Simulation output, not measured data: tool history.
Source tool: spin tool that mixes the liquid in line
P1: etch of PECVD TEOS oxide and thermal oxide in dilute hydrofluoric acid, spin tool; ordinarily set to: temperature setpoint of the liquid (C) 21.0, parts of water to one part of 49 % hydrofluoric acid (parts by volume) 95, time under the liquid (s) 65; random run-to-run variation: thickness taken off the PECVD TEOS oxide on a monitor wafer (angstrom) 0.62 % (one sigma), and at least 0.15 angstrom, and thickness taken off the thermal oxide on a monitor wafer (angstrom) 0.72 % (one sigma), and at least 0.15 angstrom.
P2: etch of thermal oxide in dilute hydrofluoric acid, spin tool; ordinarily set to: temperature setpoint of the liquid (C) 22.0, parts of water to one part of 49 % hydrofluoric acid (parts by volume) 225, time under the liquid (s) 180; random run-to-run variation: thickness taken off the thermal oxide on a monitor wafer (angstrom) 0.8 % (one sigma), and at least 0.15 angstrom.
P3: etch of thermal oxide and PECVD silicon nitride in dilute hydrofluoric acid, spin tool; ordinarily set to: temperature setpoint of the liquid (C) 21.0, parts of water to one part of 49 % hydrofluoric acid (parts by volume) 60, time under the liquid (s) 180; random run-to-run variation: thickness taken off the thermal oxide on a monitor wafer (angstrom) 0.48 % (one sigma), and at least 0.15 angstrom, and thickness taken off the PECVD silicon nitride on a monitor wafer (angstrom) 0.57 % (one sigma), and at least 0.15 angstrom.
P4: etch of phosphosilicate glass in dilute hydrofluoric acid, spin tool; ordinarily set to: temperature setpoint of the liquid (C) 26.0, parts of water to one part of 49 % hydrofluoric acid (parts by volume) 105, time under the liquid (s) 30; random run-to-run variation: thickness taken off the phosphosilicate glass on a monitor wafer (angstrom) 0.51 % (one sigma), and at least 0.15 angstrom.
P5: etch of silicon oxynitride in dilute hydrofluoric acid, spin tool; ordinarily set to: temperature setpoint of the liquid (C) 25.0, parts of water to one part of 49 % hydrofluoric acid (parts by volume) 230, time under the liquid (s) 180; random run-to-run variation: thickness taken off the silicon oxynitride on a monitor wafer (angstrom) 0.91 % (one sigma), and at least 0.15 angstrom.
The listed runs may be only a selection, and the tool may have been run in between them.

run	hour	process that ran	temperature setpoint of the liquid (C)	parts of water to one part of 49 % hydrofluoric acid (parts by volume)	time under the liquid (s)	thickness taken off the PECVD TEOS oxide on a monitor wafer (angstrom)	thickness taken off the thermal oxide on a monitor wafer (angstrom)	thickness taken off the phosphosilicate glass on a monitor wafer (angstrom)	thickness taken off the silicon oxynitride on a monitor wafer (angstrom)	thickness taken off the PECVD silicon nitride on a monitor wafer (angstrom)
1	12.1	P1	21.0	95	65	54.164	30.2800			
2	17.9	P1	17.0	95	15	10.843	5.7710			
3	25.0	P1	21.0	20	65	284.200	156.2600			
4	30.7	P2	22.0	325	180		18.4370			
5	39.8	P4	26.0	105	30			612.19		
6	48.0	P2	22.0	225	340		55.0400			
7	54.5	P2	25.5	225	180		33.1490			
8	62.5	P1	21.0	95	65	54.929	30.3890			
9	68.5	P5	31.0	230	180				32.600	
10	76.8	P1	21.0	170	125	54.300	30.3290			
11	87.7	P1	21.0	95	15	12.742	7.2094			
12	97.5	P4	18.5	105	30			451.08		
13	104.3	P1	21.0	95	125	104.860	58.8090			
14	113.5	P5	25.0	230	180				25.498	
15	124.6	P1	21.0	95	65	55.318	30.6120			
16	134.6	P1	17.0	95	65	46.712	25.5540			
17	144.3	P3	21.0	60	180		143.6700			41.898
18	154.3	P5	25.0	325	180				16.914	
19	162.2	P3	21.0	20	180		450.0300			120.550
20	168.5	P3	17.0	60	180		120.6200			31.234
21	175.9	P5	25.0	230	305				42.796	
22	183.9	P4	26.0	50	30			1374.40		
23	194.5	P2	22.0	225	180		29.3780			
24	203.8	P1	21.0	145	65	34.305	19.2660			
25	213.9	P3	21.0	60	30		23.8710			7.023
26	221.3	P4	26.0	105	45			922.36		
27	228.5	P5	25.0	230	180				25.011	
28	236.4	P1	21.0	95	65	55.093	31.2460			
29	245.9	P1	29.0	95	65	75.068	41.3980			
30	256.3	P1	21.0	95	65	54.938	30.5050			
31	264.2	P1	17.0	20	65	237.090	134.2900			
32	276.4	P1	21.0	95	65	54.785	30.4280			
33	284.4	P1	21.0	95	65	52.596	29.6410			
34	295.9	P1	21.0	95	65	51.038	28.2660			
35	303.4	P1	21.0	95	65	50.364	28.4610			
36	314.1	P1	21.0	95	65	50.088	28.2760			
37	321.3	P1	21.0	95	65	50.142	28.0410			
38	328.7	P1	21.0	95	65	49.318	27.8210			
39	337.0	P1	21.0	95	65	49.966	27.9900			
40	344.4	P1	21.0	95	65	49.524	27.4330			
41	353.7	P1	21.0	95	65	49.637	28.1560			

Compared with where it was, what P1 gives has crept away. Each cause listed below fits the log as well as the rest, at the size given for it:
A: liquid colder than its thermometer reads (K) = 2.35
B: hydrofluoric acid flow below the setpoint (%) = 8.34
The process output started creeping at around hour 276.4.

Listed below are the offered check runs, one wafer per run, with question marks in place of results. For which of them would the causes give clearly different outcomes?
check 1	363.0	P5	25.0	230	180				?	
check 2	363.0	P4	26.0	105	30			?		
check 3	363.0	P3	21.0	60	180		?			?
check 4	363.0	P2	22.0	225	180		?			

What each check would give under each cause:
check	result	if A	if B
check 1	thickness taken off the silicon oxynitride on a monitor wafer (angstrom)	22.617	22.633
check 2	thickness taken off the phosphosilicate glass on a monitor wafer (angstrom)	556.44	552.50
check 3	thickness taken off the thermal oxide on a monitor wafer (angstrom)	128.9400	129.6600
check 3	thickness taken off the PECVD silicon nitride on a monitor wafer (angstrom)	35.298	38.152
check 4	thickness taken off the thermal oxide on a monitor wafer (angstrom)	26.8060	26.3090
Per check, the gap between the least separated pair of causes, taken in the result that splits them most: check 1 0.07 %; check 2 0.71 %; check 3 7.78 %; check 4 1.87 %
Check 3 distinguishes between the causes, while the remaining checks would return nearly the same result for all of them.

Check 3 has now been run. It gave: thickness taken off the thermal oxide on a monitor wafer (angstrom) 129.0900; thickness taken off the PECVD silicon nitride on a monitor wafer (angstrom) 35.460. Which of the candidate causes is it?

Of the candidate causes, it is A: liquid colder than its thermometer reads (K).

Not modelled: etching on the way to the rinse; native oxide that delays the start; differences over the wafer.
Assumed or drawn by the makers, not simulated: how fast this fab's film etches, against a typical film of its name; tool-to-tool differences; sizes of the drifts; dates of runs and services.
